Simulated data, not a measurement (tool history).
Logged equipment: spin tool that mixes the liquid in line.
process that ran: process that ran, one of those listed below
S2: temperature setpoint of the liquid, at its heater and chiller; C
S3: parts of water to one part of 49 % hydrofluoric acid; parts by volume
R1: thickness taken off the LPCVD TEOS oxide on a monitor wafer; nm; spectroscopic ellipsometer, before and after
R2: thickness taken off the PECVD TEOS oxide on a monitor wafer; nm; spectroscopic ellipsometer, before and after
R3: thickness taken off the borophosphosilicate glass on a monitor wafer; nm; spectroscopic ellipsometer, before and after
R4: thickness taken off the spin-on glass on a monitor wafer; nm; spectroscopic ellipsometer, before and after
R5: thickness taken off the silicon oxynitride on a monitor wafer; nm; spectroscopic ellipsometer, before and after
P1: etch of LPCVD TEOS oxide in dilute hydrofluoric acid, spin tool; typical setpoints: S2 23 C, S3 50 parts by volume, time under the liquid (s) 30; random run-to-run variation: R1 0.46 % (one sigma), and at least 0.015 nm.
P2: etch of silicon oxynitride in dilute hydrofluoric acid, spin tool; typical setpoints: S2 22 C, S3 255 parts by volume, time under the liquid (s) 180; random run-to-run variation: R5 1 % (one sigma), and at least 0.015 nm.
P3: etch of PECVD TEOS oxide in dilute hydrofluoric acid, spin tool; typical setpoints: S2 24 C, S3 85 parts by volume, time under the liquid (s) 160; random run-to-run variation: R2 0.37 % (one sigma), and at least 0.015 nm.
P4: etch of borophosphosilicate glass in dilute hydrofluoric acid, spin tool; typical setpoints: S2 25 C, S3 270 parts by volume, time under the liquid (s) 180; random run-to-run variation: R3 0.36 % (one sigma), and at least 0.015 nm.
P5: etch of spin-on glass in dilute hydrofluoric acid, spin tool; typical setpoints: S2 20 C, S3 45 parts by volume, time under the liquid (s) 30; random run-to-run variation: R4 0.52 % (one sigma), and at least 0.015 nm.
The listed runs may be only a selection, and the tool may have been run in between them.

{"run": 1, "hour": 8.9, "process that ran": "P1", "S2": 23, "S3": 50, "time under the liquid (s)": 30, "R1": 17.876}
{"run": 2, "hour": 15.4, "process that ran": "P3", "S2": 24, "S3": 85, "time under the liquid (s)": 160, "R2": 26.277}
{"run": 3, "hour": 20.5, "process that ran": "P1", "S2": 23, "S3": 50, "time under the liquid (s)": 30, "R1": 18.032}
{"run": 4, "hour": 27.4, "process that ran": "P1", "S2": 23, "S3": 50, "time under the liquid (s)": 30, "R1": 17.921}
{"run": 5, "hour": 35.9, "process that ran": "P3", "S2": 24, "S3": 85, "time under the liquid (s)": 160, "R2": 26.266}
{"run": 6, "hour": 45.1, "process that ran": "P4", "S2": 29, "S3": 270, "time under the liquid (s)": 180, "R3": 34.484}
{"run": 7, "hour": 54.0, "process that ran": "P5", "S2": 20, "S3": 45, "time under the liquid (s)": 60, "R4": 51.252}
{"run": 8, "hour": 60.5, "process that ran": "P1", "S2": 30, "S3": 50, "time under the liquid (s)": 30, "R1": 23.918}
{"run": 9, "hour": 69.7, "process that ran": "P4", "S2": 25, "S3": 270, "time under the liquid (s)": 180, "R3": 29.855}
{"run": 10, "hour": 74.2, "process that ran": "P4", "S2": 25, "S3": 270, "time under the liquid (s)": 25, "R3": 4.1577}
{"run": 11, "hour": 80.3, "process that ran": "P3", "S2": 20, "S3": 85, "time under the liquid (s)": 160, "R2": 22.36}
{"run": 12, "hour": 88.9, "process that ran": "P1", "S2": 23, "S3": 20, "time under the liquid (s)": 30, "R1": 46.436}
{"run": 13, "hour": 94.7, "process that ran": "P4", "S2": 25, "S3": 125, "time under the liquid (s)": 180, "R3": 75.5}
{"run": 14, "hour": 101.5, "process that ran": "P5", "S2": 17, "S3": 45, "time under the liquid (s)": 30, "R4": 22.525}
{"run": 15, "hour": 106.4, "process that ran": "P1", "S2": 23, "S3": 50, "time under the liquid (s)": 60, "R1": 35.594}
{"run": 16, "hour": 115.6, "process that ran": "P5", "S2": 20, "S3": 25, "time under the liquid (s)": 30, "R4": 47.754}
{"run": 17, "hour": 120.2, "process that ran": "P1", "S2": 23, "S3": 50, "time under the liquid (s)": 30, "R1": 18.029}
{"hour": 128.3, "done": "thermometer replaced"}
{"run": 18, "hour": 128.7, "process that ran": "P2", "S2": 17, "S3": 255, "time under the liquid (s)": 180, "R5": 2.2029}
{"run": 19, "hour": 135.8, "process that ran": "P3", "S2": 24, "S3": 85, "time under the liquid (s)": 300, "R2": 49.392}
{"run": 20, "hour": 142.5, "process that ran": "P4", "S2": 25, "S3": 270, "time under the liquid (s)": 180, "R3": 29.936}
{"run": 21, "hour": 151.7, "process that ran": "P2", "S2": 22, "S3": 255, "time under the liquid (s)": 180, "R5": 2.749}
{"run": 22, "hour": 157.7, "process that ran": "P5", "S2": 20, "S3": 45, "time under the liquid (s)": 30, "R4": 25.617}
{"run": 23, "hour": 165.0, "process that ran": "P5", "S2": 20, "S3": 45, "time under the liquid (s)": 30, "R4": 25.771}
{"run": 24, "hour": 169.0, "process that ran": "P1", "S2": 23, "S3": 50, "time under the liquid (s)": 30, "R1": 17.817}
{"run": 25, "hour": 174.4, "process that ran": "P1", "S2": 19, "S3": 50, "time under the liquid (s)": 30, "R1": 15.181}
{"run": 26, "hour": 178.5, "process that ran": "P1", "S2": 23, "S3": 80, "time under the liquid (s)": 15, "R1": 5.3493}

Run 27, settings as shown, results not yet in. Your forecast:
{"run": 27, "hour": 184.7, "process that ran": "P1", "S2": 23, "S3": 75, "time under the liquid (s)": 30, "R1": "?"}

Run 27 came out at R1 11.5070 nm.
